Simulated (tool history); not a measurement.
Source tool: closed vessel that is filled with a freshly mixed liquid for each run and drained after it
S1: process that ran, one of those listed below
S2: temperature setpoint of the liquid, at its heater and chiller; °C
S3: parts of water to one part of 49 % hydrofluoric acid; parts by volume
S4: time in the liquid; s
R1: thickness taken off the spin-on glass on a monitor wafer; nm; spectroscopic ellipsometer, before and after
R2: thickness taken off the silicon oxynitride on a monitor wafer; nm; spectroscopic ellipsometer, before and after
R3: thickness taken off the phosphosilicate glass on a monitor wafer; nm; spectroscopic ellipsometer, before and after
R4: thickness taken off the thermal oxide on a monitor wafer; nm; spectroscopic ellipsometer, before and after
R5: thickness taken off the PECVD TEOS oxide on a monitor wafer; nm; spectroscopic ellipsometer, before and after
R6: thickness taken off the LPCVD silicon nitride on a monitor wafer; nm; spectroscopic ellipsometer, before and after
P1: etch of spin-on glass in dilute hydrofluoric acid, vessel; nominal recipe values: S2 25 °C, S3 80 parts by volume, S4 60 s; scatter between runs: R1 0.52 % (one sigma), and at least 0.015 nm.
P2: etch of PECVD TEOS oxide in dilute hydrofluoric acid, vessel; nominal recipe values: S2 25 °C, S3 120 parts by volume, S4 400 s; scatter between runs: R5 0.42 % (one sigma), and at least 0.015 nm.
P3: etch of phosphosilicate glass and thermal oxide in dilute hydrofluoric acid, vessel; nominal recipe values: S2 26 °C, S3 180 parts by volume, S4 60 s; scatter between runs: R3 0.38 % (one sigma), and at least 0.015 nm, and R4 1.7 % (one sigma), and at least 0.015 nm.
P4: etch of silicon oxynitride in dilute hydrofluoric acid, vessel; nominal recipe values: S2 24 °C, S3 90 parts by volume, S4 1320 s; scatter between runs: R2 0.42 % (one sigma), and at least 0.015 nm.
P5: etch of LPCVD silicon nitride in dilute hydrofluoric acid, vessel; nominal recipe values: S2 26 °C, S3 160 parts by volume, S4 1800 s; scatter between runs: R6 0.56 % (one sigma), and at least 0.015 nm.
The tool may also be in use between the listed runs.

run    day  S1    S2   S3    S4      R1      R2      R3       R4      R5      R6
  1  0.112  P1    25   80    60  49.144
  2  0.262  P4    24   90  1320          50.691
  3  0.388  P3    26  325    60                   31.07  0.76009
  4  0.571  P4    24   90  1320          50.701
  5  0.704  P2    25   30   400                                   230.44
  6  0.817  P4    24  145  1320          30.234
  7  0.938  P5    26  160  1800                                           5.8858
  8  1.071  P1    29   80    60  57.734
  9  1.175  P1    25   80    60  49.299
 10  1.338  P4    24   90   485          18.498
 11  1.504  P5    26  160  1800                                           5.8518
 12  1.588  P5    26  160   475                                           1.5075
 13  1.771  P1    25   80    60  49.009
 14   1.95  P1  29.5   30    60  168.65
 15  2.075  P1    25   80    95  78.722
 16  2.229  P1    25   35    60  118.74
 17  2.362  P1    25   80    60  49.482
 18  2.458  P1    25   80    30  24.751
 19  2.596  P5    31  160  1800                                           7.9123
 20  2.679  P2  19.5  120   400                                   40.977
 21  2.779  P5    26   65  1800                                           14.255
     2.812  -- hydrofluoric acid flow meter replaced
 22  2.912  P3    26  180    60                   65.23   1.5755
 23  3.025  P3    19  180    60                  50.289   1.2038
 24    3.2  P1    17   80    60  35.409
 25  3.338  P3    26  180    30                  32.729  0.77916
 26  3.429  P1    25  110    60  34.398
 27  3.546  P1    25  140    30  13.001
 28  3.642  P2    25  120   675                                   86.547
       3.7  -- thermometer replaced
 29  3.796  P2    25  120   400                                   51.316
 30  3.962  P1    25   80    60  49.574
 31  4.117  P4  31.5   90  1320          71.827
 32  4.288  P1    25   80    60  49.112
 33  4.442  P1    25   80    60  50.687
 34  4.546  P1    25   80    60  52.096
 35  4.642  P1    25   80    60   52.15
 36  4.725  P1    25   80    60  52.678
 37  4.875  P1    25   80    60  52.799
 38  4.979  P1    25   80    60  53.017
 39  5.133  P1    25   80    60  52.354

Something has made what P1 gives creep away from where it was; the 2 causes below, each at its own stated size, fit the log equally well:
A: liquid hotter than its thermometer reads (K) = 1.8
B: hydrofluoric acid flow above the setpoint (%) = 6.66
Creep in the process output first set in at about day 4.288.

Of the 4 check runs listed below, each run on one wafer and each result written as a question mark, which would let you distinguish the listed causes because they would give clearly different results?
check 1  5.288  P5  31  160  1800                       ?
check 2  5.288  P4  27  140  1320       ?
check 3  5.288  P3  20  180    60           ?   ?
check 4  5.288  P2  25   35   580                   ?

What every check run would give for each of its results, assuming each possible cause in turn:
  check  result    if A    if B
check 1      R6  8.8269  8.4634
check 2      R2   38.94  38.637
check 3      R3  55.802  56.147
check 3      R4  1.3393  1.3476
check 4      R5  306.05  304.13
Per check, the gap between the least separated pair of causes, taken in the result that splits them most: check 1 4.21 %; check 2 0.78 %; check 3 0.62 %; check 4 0.63 %
The other checks would show nearly matching results whichever cause is true, so check 1 is the only one that separates the causes.

Check 1 was carried out, with these results: R6 8.4375 nm. Which of the listed causes is responsible?

It is B: hydrofluoric acid flow above the setpoint (%).
